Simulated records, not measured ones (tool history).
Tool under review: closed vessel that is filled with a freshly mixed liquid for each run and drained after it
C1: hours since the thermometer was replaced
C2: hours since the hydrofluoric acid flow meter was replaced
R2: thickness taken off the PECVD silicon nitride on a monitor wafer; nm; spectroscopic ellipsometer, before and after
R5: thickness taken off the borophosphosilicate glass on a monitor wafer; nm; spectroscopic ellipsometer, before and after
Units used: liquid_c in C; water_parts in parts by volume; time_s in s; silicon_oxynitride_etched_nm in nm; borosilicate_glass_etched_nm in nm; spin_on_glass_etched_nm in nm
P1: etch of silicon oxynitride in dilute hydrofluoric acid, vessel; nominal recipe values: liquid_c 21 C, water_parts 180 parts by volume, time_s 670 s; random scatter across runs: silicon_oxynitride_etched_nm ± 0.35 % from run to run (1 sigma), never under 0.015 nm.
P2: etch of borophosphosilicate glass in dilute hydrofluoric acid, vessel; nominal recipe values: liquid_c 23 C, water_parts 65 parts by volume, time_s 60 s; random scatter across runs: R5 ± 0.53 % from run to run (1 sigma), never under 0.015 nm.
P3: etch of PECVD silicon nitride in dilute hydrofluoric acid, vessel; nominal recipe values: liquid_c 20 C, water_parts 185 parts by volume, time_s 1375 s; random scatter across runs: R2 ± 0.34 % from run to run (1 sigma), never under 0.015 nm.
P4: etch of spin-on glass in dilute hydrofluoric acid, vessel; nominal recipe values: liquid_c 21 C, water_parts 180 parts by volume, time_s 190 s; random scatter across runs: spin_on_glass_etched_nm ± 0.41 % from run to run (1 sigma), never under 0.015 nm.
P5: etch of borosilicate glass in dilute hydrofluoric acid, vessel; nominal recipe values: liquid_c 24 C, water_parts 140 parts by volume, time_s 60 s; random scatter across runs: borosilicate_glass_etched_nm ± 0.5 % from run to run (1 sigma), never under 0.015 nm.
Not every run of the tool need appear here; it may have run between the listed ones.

run 1 hour=10.6 | process=P1 liquid_c=21 water_parts=180 time_s=670 | C1=105.1 C2=1264.3 | silicon_oxynitride_etched_nm=8.6321
run 2 hour=23.2 | process=P1 liquid_c=21 water_parts=115 time_s=670 | C1=117.7 C2=1276.9 | silicon_oxynitride_etched_nm=14.162
run 3 hour=35.4 | process=P1 liquid_c=17 water_parts=65 time_s=670 | C1=129.9 C2=1289.1 | silicon_oxynitride_etched_nm=21.077
run 4 hour=41.7 | process=P1 liquid_c=17 water_parts=180 time_s=670 | C1=136.2 C2=1295.4 | silicon_oxynitride_etched_nm=7.1541
run 5 hour=51.3 | process=P3 liquid_c=20 water_parts=185 time_s=1375 | C1=145.8 C2=1305 | R2=12.525
run 6 hour=63.4 | process=P1 liquid_c=21 water_parts=180 time_s=670 | C1=157.9 C2=1317.1 | silicon_oxynitride_etched_nm=8.5986
run 7 hour=75.4 | process=P5 liquid_c=24 water_parts=140 time_s=60 | C1=169.9 C2=1329.1 | borosilicate_glass_etched_nm=13.442
run 8 hour=82.2 | process=P1 liquid_c=21 water_parts=180 time_s=670 | C1=176.7 C2=1335.9 | silicon_oxynitride_etched_nm=8.6724
run 9 hour=88.6 | process=P1 liquid_c=21 water_parts=180 time_s=670 | C1=183.1 C2=1342.3 | silicon_oxynitride_etched_nm=8.5993
run 10 hour=100 | process=P1 liquid_c=21 water_parts=70 time_s=945 | C1=194.5 C2=1353.7 | silicon_oxynitride_etched_nm=34.002
run 11 hour=112 | process=P4 liquid_c=21 water_parts=180 time_s=190 | C1=206.5 C2=1365.7 | spin_on_glass_etched_nm=32.966
run 12 hour=122.6 | process=P1 liquid_c=28.5 water_parts=180 time_s=670 | C1=217.1 C2=1376.3 | silicon_oxynitride_etched_nm=12.077
run 13 hour=134.9 | process=P2 liquid_c=17 water_parts=65 time_s=60 | C1=229.4 C2=1388.6 | R5=48.501
run 14 hour=140.5 | process=P2 liquid_c=23 water_parts=110 time_s=60 | C1=235 C2=1394.2 | R5=35.102
run 15 hour=149 | process=P1 liquid_c=21 water_parts=260 time_s=670 | C1=243.5 C2=1402.7 | silicon_oxynitride_etched_nm=5.6657
run 16 hour=161.3 | process=P1 liquid_c=17 water_parts=180 time_s=940 | C1=255.8 C2=1415 | silicon_oxynitride_etched_nm=10.03
run 17 hour=173.8 | process=P5 liquid_c=24 water_parts=60 time_s=60 | C1=268.3 C2=1427.5 | borosilicate_glass_etched_nm=34.56
run 18 hour=185 | process=P5 liquid_c=24 water_parts=140 time_s=90 | C1=279.5 C2=1438.7 | borosilicate_glass_etched_nm=20.082
run 19 hour=192.2 | process=P5 liquid_c=19 water_parts=140 time_s=60 | C1=286.7 C2=1445.9 | borosilicate_glass_etched_nm=10.991
run 20 hour=204.2 | process=P3 liquid_c=20 water_parts=315 time_s=1375 | C1=298.7 C2=1457.9 | R2=7.3945
run 21 hour=210 | process=P2 liquid_c=23 water_parts=65 time_s=30 | C1=304.5 C2=1463.7 | R5=31.009
run 22 hour=215.9 | process=P5 liquid_c=24 water_parts=140 time_s=60 | C1=310.4 C2=1469.6 | borosilicate_glass_etched_nm=13.357
run 23 hour=222.5 | process=P1 liquid_c=21 water_parts=180 time_s=670 | C1=317 C2=1476.2 | silicon_oxynitride_etched_nm=8.6511
run 24 hour=234.8 | process=P4 liquid_c=21 water_parts=180 time_s=190 | C1=329.3 C2=1488.5 | spin_on_glass_etched_nm=32.874
run 25 hour=244 | process=P4 liquid_c=21 water_parts=35 time_s=190 | C1=338.5 C2=1497.7 | spin_on_glass_etched_nm=199.76
run 26 hour=254.2 | process=P1 liquid_c=21 water_parts=180 time_s=670 | C1=348.7 C2=1507.9 | silicon_oxynitride_etched_nm=8.6429
run 27 hour=265.3 | process=P4 liquid_c=21 water_parts=180 time_s=35 | C1=359.8 C2=1519 | spin_on_glass_etched_nm=6.0602
run 28 hour=273.1 | process=P3 liquid_c=24 water_parts=185 time_s=1375 | C1=367.6 C2=1526.8 | R2=16.141
run 29 hour=284.4 | process=P1 liquid_c=21 water_parts=180 time_s=165 | C1=378.9 C2=1538.1 | silicon_oxynitride_etched_nm=2.1054
run 30 hour=292.5 | process=P3 liquid_c=20 water_parts=185 time_s=2700 | C1=387 C2=1546.2 | R2=24.599
run 31 hour=302.3 | process=P4 liquid_c=17 water_parts=180 time_s=190 | C1=396.8 C2=1556 | spin_on_glass_etched_nm=28.161
run 32 hour=313.9 | process=P2 liquid_c=23 water_parts=65 time_s=60 | C1=408.4 C2=1567.6 | R5=62.602
run 33 hour=322.3 | process=P1 liquid_c=21 water_parts=180 time_s=1255 | C1=416.8 C2=1576 | silicon_oxynitride_etched_nm=16.072
run 34 hour=331.3 | process=P3 liquid_c=20 water_parts=185 time_s=1375 | C1=425.8 C2=1585 | R2=12.57
run 35 hour=342.1 | process=P1 liquid_c=21 water_parts=180 time_s=670 | C1=436.6 C2=1595.8 | silicon_oxynitride_etched_nm=8.6527
run 36 hour=354 | process=P1 liquid_c=21 water_parts=180 time_s=670 | C1=448.5 C2=1607.7 | silicon_oxynitride_etched_nm=8.2534
run 37 hour=359.7 | process=P1 liquid_c=21 water_parts=180 time_s=670 | C1=454.2 C2=1613.4 | silicon_oxynitride_etched_nm=8.0033
run 38 hour=368.1 | process=P1 liquid_c=21 water_parts=180 time_s=670 | C1=462.6 C2=1621.8 | silicon_oxynitride_etched_nm=7.9547
run 39 hour=376.2 | process=P1 liquid_c=21 water_parts=180 time_s=670 | C1=470.7 C2=1629.9 | silicon_oxynitride_etched_nm=7.8232
run 40 hour=383.4 | process=P1 liquid_c=21 water_parts=180 time_s=670 | C1=477.9 C2=1637.1 | silicon_oxynitride_etched_nm=7.8581
run 41 hour=389.4 | process=P1 liquid_c=21 water_parts=180 time_s=670 | C1=483.9 C2=1643.1 | silicon_oxynitride_etched_nm=7.8069
run 42 hour=396.7 | process=P1 liquid_c=21 water_parts=180 time_s=670 | C1=491.2 C2=1650.4 | silicon_oxynitride_etched_nm=7.7535
run 43 hour=403 | process=P1 liquid_c=21 water_parts=180 time_s=670 | C1=497.5 C2=1656.7 | silicon_oxynitride_etched_nm=7.7636
run 44 hour=408.9 | process=P1 liquid_c=21 water_parts=180 time_s=670 | C1=503.4 C2=1662.6 | silicon_oxynitride_etched_nm=7.796

What P1 gives has crept away from where it was. These 2 causes fit the log equally well, each at the size given:
A: hydrofluoric acid flow below the setpoint (%) = 8.96
B: liquid colder than its thermometer reads (K) = 2.26
At approximately hour 342.1, the process output began to creep.

Consider the 4 single-wafer check runs listed below, results given as question marks: which one distinguishes between the causes by giving clearly different results for each?
run check 1 hour=414.8 | process=P4 liquid_c=21 water_parts=60 time_s=190 | spin_on_glass_etched_nm=?
run check 2 hour=414.8 | process=P2 liquid_c=17 water_parts=65 time_s=30 | R5=?
run check 3 hour=414.8 | process=P3 liquid_c=20 water_parts=185 time_s=2630 | R2=?
run check 4 hour=414.8 | process=P5 liquid_c=24 water_parts=75 time_s=60 | borosilicate_glass_etched_nm=?

Expected result of each check under each candidate cause:
check=check_1 result=spin_on_glass_etched_nm if_A=101.96 if_B=102.54
check=check_2 result=R5 if_A=21.876 if_B=21.933
check=check_3 result=R2 if_A=21.805 if_B=20.548
check=check_4 result=borosilicate_glass_etched_nm if_A=24.372 if_B=24.644
Per check, the gap between the least separated pair of causes, taken in the result that splits them most: check 1 0.57 %; check 2 0.26 %; check 3 5.94 %; check 4 1.11 %
The causes can be told apart only by check 3. The other checks would give nearly the same results under each of them.

Check 3 has now been run. It gave: R2 20.667 nm. Which of the candidate causes is it?

The cause is B: liquid colder than its thermometer reads (K).
